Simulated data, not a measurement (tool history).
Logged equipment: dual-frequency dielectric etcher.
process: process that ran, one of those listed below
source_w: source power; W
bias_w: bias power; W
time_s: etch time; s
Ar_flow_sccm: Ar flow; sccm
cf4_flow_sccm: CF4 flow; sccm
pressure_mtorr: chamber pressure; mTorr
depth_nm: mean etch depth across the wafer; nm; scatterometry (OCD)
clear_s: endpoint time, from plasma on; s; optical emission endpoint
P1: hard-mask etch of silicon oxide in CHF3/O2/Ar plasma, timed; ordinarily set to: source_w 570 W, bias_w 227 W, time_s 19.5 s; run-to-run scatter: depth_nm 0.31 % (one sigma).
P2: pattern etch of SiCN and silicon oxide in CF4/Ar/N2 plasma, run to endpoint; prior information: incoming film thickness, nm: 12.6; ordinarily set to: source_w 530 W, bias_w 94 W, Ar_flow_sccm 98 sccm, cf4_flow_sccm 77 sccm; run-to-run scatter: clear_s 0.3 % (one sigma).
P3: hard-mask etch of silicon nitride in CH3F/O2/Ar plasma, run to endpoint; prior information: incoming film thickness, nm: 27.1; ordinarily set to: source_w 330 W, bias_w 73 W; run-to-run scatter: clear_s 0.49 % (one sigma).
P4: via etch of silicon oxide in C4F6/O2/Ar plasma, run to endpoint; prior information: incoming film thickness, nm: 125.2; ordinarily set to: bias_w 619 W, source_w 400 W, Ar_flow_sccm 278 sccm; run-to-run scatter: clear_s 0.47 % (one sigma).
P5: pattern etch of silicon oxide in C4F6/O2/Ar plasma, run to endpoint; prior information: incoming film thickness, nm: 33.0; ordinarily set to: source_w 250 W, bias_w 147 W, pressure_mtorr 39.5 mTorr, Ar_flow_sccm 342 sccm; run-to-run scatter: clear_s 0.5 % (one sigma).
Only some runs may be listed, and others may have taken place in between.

run 1 day=0.217 | process=P1 source_w=570 bias_w=227 time_s=19.5 | depth_nm=40.415
run 2 day=0.550 | process=P3 source_w=330 bias_w=73 | clear_s=41.497
run 3 day=0.738 | process=P4 source_w=400 bias_w=403 Ar_flow_sccm=278 | clear_s=30.053
run 4 day=1.100 | process=P3 source_w=330 bias_w=50 | clear_s=47.421
run 5 day=1.271 | process=P4 source_w=400 bias_w=619 Ar_flow_sccm=388 | clear_s=26.753
run 6 day=1.558 | process=P2 source_w=530 bias_w=94 Ar_flow_sccm=63 cf4_flow_sccm=77 | clear_s=10.371
run 7 day=1.883 | process=P5 source_w=170 bias_w=147 Ar_flow_sccm=342 pressure_mtorr=39.5 | clear_s=15.922
run 8 day=2.262 | process=P5 source_w=250 bias_w=147 Ar_flow_sccm=342 pressure_mtorr=51.5 | clear_s=14.181
run 9 day=2.558 | process=P1 source_w=670 bias_w=227 time_s=19.5 | depth_nm=42.884
run 10 day=2.792 | process=P1 source_w=570 bias_w=227 time_s=14.5 | depth_nm=30.148
run 11 day=3.083 | process=P2 source_w=530 bias_w=55 Ar_flow_sccm=98 cf4_flow_sccm=77 | clear_s=12.975
run 12 day=3.467 | process=P5 source_w=250 bias_w=147 Ar_flow_sccm=342 pressure_mtorr=39.5 | clear_s=13.830
run 13 day=3.704 | process=P4 source_w=400 bias_w=619 Ar_flow_sccm=278 | clear_s=25.671
-- day=3.804 bias power generator calibrated
run 14 day=4.000 | process=P5 source_w=250 bias_w=119 Ar_flow_sccm=342 pressure_mtorr=39.5 | clear_s=14.657
run 15 day=4.333 | process=P4 source_w=480 bias_w=619 Ar_flow_sccm=278 | clear_s=23.976
run 16 day=4.688 | process=P5 source_w=250 bias_w=147 Ar_flow_sccm=342 pressure_mtorr=39.5 | clear_s=13.856
run 17 day=4.929 | process=P3 source_w=330 bias_w=73 | clear_s=41.792
run 18 day=5.267 | process=P1 source_w=570 bias_w=227 time_s=26.5 | depth_nm=54.967
run 19 day=5.446 | process=P1 source_w=570 bias_w=227 time_s=19.5 | depth_nm=40.399
run 20 day=5.817 | process=P1 source_w=570 bias_w=320 time_s=19.5 | depth_nm=45.719

The next listed run, before its measurement:
run 21 day=6.050 | process=P1 source_w=570 bias_w=227 time_s=19.5 | depth_nm=?

depth_nm: 40.323 nm
